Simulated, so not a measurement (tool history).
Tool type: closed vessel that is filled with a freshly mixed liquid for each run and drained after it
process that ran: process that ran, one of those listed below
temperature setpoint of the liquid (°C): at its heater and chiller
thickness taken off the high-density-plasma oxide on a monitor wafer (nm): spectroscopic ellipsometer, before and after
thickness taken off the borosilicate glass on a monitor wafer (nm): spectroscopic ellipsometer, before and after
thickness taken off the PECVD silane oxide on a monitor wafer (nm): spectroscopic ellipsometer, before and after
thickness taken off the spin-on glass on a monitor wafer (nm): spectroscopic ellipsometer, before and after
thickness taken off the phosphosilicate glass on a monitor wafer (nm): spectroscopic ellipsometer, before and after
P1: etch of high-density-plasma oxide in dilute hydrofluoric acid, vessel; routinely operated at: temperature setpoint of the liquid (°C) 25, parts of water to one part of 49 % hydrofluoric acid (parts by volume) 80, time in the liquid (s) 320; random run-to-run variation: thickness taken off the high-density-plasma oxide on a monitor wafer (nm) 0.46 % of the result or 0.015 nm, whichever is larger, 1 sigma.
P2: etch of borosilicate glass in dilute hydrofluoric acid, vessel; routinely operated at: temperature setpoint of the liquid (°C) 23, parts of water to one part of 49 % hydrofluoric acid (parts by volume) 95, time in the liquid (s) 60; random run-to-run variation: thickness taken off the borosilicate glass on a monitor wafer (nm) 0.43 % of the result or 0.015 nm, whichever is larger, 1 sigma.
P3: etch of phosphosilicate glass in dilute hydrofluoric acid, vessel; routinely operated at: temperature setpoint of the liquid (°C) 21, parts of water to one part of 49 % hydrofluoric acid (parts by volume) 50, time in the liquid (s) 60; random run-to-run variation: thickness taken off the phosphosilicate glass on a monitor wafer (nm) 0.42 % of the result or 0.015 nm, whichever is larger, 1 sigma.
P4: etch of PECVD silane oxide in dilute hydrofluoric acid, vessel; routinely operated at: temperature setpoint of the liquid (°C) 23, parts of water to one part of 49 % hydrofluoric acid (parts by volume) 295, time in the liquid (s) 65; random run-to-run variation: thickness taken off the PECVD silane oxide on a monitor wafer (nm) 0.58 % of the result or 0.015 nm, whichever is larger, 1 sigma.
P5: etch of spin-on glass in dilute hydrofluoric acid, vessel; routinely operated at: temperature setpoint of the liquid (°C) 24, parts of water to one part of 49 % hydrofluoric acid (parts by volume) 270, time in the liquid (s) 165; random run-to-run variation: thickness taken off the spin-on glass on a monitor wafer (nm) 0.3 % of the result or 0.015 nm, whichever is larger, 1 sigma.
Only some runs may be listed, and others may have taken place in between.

run	hour	process that ran	temperature setpoint of the liquid (°C)	parts of water to one part of 49 % hydrofluoric acid (parts by volume)	time in the liquid (s)	hours since the thermometer was replaced	hours since the hydrofluoric acid flow meter was replaced	thickness taken off the high-density-plasma oxide on a monitor wafer (nm)	thickness taken off the borosilicate glass on a monitor wafer (nm)	thickness taken off the PECVD silane oxide on a monitor wafer (nm)	thickness taken off the spin-on glass on a monitor wafer (nm)	thickness taken off the phosphosilicate glass on a monitor wafer (nm)
1	7.8	P1	25	80	320	938.2	181.3	24.181				
2	19.5	P1	25	140	320	949.9	193	12.701				
3	25.3	P1	19	80	320	955.7	198.8	18.738				
4	32	P2	23	95	95	962.4	205.5		53.983			
5	44.9	P1	25	80	320	975.3	218.4	24.083				
6	51.8	P1	25	25	320	982.2	225.3	82.857				
7	61.2	P4	23	295	65	991.6	234.7			3.9835		
8	67.7	P5	30.5	270	165	998.1	241.2				23.512	
9	76.7	P4	23	295	115	1007.1	250.2			7.0713		
10	83.3	P3	21	50	60	1013.7	256.8					149.95
11	93.6	P1	25	80	485	1024	267.1	36.69				
12	103	P1	31.5	80	40	1033.4	276.5	3.8614				
13	109.8	P2	23	95	60	1040.2	283.3		34.055			
14	120	P3	28.5	50	60	1050.4	293.5					204.84
15	128.4	P4	23	520	65	1058.8	301.9			1.8341		
16	140.3	P1	25	80	140	1070.7	313.8	10.507				
17	148	P4	30.5	295	65	1078.4	321.5			5.0632		
18	159	P2	17	95	60	1089.4	332.5		26.76			
19	170.1	P1	19.5	80	615	1100.5	343.6	36.968				
20	182.8	P3	21	50	90	1113.2	356.3					226.38
21	190.1	P1	25	80	320	1120.5	363.6	23.983				
22	200.6	P4	23	295	65	1131	374.1			3.9289		

Run 23, settings as shown, results not yet in. Your forecast:
23	210.5	P1	30	80	320	1140.9	384	?				

For run 23 the tool returned thickness taken off the high-density-plasma oxide on a monitor wafer (nm) 29.299.

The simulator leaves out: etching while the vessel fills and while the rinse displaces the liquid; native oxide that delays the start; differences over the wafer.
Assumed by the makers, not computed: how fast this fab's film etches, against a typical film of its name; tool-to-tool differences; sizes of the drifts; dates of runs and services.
